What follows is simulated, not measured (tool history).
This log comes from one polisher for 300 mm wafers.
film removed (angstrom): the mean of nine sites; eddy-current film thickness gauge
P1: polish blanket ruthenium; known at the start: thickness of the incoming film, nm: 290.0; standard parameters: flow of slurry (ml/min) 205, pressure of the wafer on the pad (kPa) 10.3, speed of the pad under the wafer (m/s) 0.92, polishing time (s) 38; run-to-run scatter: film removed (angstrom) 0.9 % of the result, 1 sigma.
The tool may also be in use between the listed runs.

| run | hour | flow of slurry (ml/min) | pressure of the wafer on the pad (kPa) | speed of the pad under the wafer (m/s) | polishing time (s) | wafers polished on this pad | hours since the slurry nozzle was cleaned | hours since the head pressure was calibrated | film removed (angstrom) |
|---|---|---|---|---|---|---|---|---|---|
| 1 | 10.9 | 205 | 10.3 | 0.92 | 38 | 844 | 329.0 | 355.2 | 248.62 |
| 2 | 20.5 | 270 | 10.3 | 0.92 | 38 | 940 | 338.6 | 364.8 | 255.60 |
| 3 | 38.0 | 205 | 10.3 | 0.92 | 17 | 1115 | 356.1 | 382.3 | 112.09 |
| 4 | 53.9 | 205 | 10.3 | 0.92 | 38 | 1274 | 372.0 | 398.2 | 246.98 |
| 5 | 64.7 | 205 | 13.1 | 0.92 | 38 | 1382 | 382.8 | 409.0 | 312.90 |
| 6 | 82.4 | 205 | 10.3 | 0.92 | 38 | 1559 | 400.5 | 426.7 | 250.44 |
| 7 | 92.3 | 125 | 10.3 | 0.92 | 38 | 1657 | 410.4 | 436.6 | 228.60 |
| 8 | 100.4 | 205 | 10.3 | 0.92 | 38 | 1738 | 418.5 | 444.7 | 251.27 |
| 9 | 114.9 | 205 | 10.3 | 1.24 | 38 | 1883 | 433.0 | 459.2 | 338.20 |
| 10 | 130.2 | 205 | 10.3 | 0.92 | 60 | 2036 | 448.3 | 474.5 | 400.23 |
| 11 | 140.1 | 205 | 10.3 | 0.58 | 38 | 2135 | 458.2 | 484.4 | 155.64 |
| 12 | 153.2 | 205 | 10.3 | 0.92 | 38 | 2266 | 471.3 | 497.5 | 249.40 |
| 13 | 161.8 | 205 | 4.8 | 0.92 | 38 | 2352 | 479.9 | 506.1 | 113.32 |
| 14 | 173.6 | 125 | 5.5 | 0.92 | 38 | 2470 | 491.7 | 517.9 | 123.51 |
|  | 181.0 | slurry nozzle cleaned |
| 15 | 183.4 | 205 | 10.3 | 0.92 | 38 | 2568 | 2.5 | 527.7 | 246.54 |
| 16 | 200.5 | 205 | 10.3 | 0.92 | 38 | 2739 | 19.6 | 544.8 | 249.03 |
| 17 | 217.3 | 205 | 10.3 | 0.92 | 38 | 2907 | 36.4 | 561.6 | 247.82 |
| 18 | 225.8 | 205 | 10.3 | 0.92 | 38 | 2992 | 44.9 | 570.1 | 243.92 |
| 19 | 238.6 | 205 | 10.3 | 0.92 | 38 | 3120 | 57.7 | 582.9 | 242.03 |
| 20 | 254.4 | 205 | 10.3 | 0.92 | 38 | 3278 | 73.5 | 598.7 | 244.08 |
| 21 | 266.9 | 205 | 10.3 | 0.92 | 38 | 3402 | 86.0 | 611.2 | 239.82 |
|  | 270.9 | head pressure recalibrated |
| 22 | 283.6 | 205 | 10.3 | 0.92 | 38 | 3569 | 102.7 | 12.7 | 236.27 |
| 23 | 297.6 | 205 | 10.3 | 0.92 | 38 | 3709 | 116.7 | 26.7 | 236.37 |
| 24 | 307.4 | 205 | 10.3 | 0.92 | 38 | 3807 | 126.5 | 36.5 | 232.34 |
| 25 | 319.1 | 205 | 10.3 | 0.92 | 38 | 3924 | 138.2 | 48.2 | 236.91 |

Compared with where it was, what P1 gives has crept away. Each cause listed below fits the log as well as the rest, at the size given for it:
A: slurry flow missing at the pad, % = 32.2
B: removal rate lost through wear of the pad, % = 5.9
At approximately hour 217.3, the process output began to creep.
Excluded causes, each with its reason:
head's pressure below its setpoint, %: its service at hour 270.9 followed the start of the drift and did not put the process back to its old value

Which of the 4 check runs listed below, each an average over 5 wafers with its results shown as question marks, gives clearly different results under the different listed causes?
| check 1 | 330.8 | 205 | 10.3 | 1.14 | 26 |  |  |  | ? |
| check 2 | 330.8 | 205 | 10.3 | 0.68 | 22 |  |  |  | ? |
| check 3 | 330.8 | 205 | 5.5 | 0.92 | 38 |  |  |  | ? |
| check 4 | 330.8 | 125 | 10.3 | 0.92 | 51 |  |  |  | ? |

How each check would come out, cause by cause:
| check | result | if A | if B |
|---|---|---|---|
| check 1 | film removed (angstrom) | 198.66 | 198.63 |
| check 2 | film removed (angstrom) | 100.27 | 100.25 |
| check 3 | film removed (angstrom) | 124.97 | 124.95 |
| check 4 | film removed (angstrom) | 280.13 | 289.86 |
Separation of the two closest causes in each check, using whichever result separates them best: check 1 0.02 %; check 2 0.02 %; check 3 0.02 %; check 4 3.42 %
The other checks would show nearly matching results whichever cause is true, so check 4 is the only one that separates the causes.

Check 4 was carried out, with these results: film removed (angstrom) 279.01. Which of the listed causes is responsible?

It is A: slurry flow missing at the pad, %.
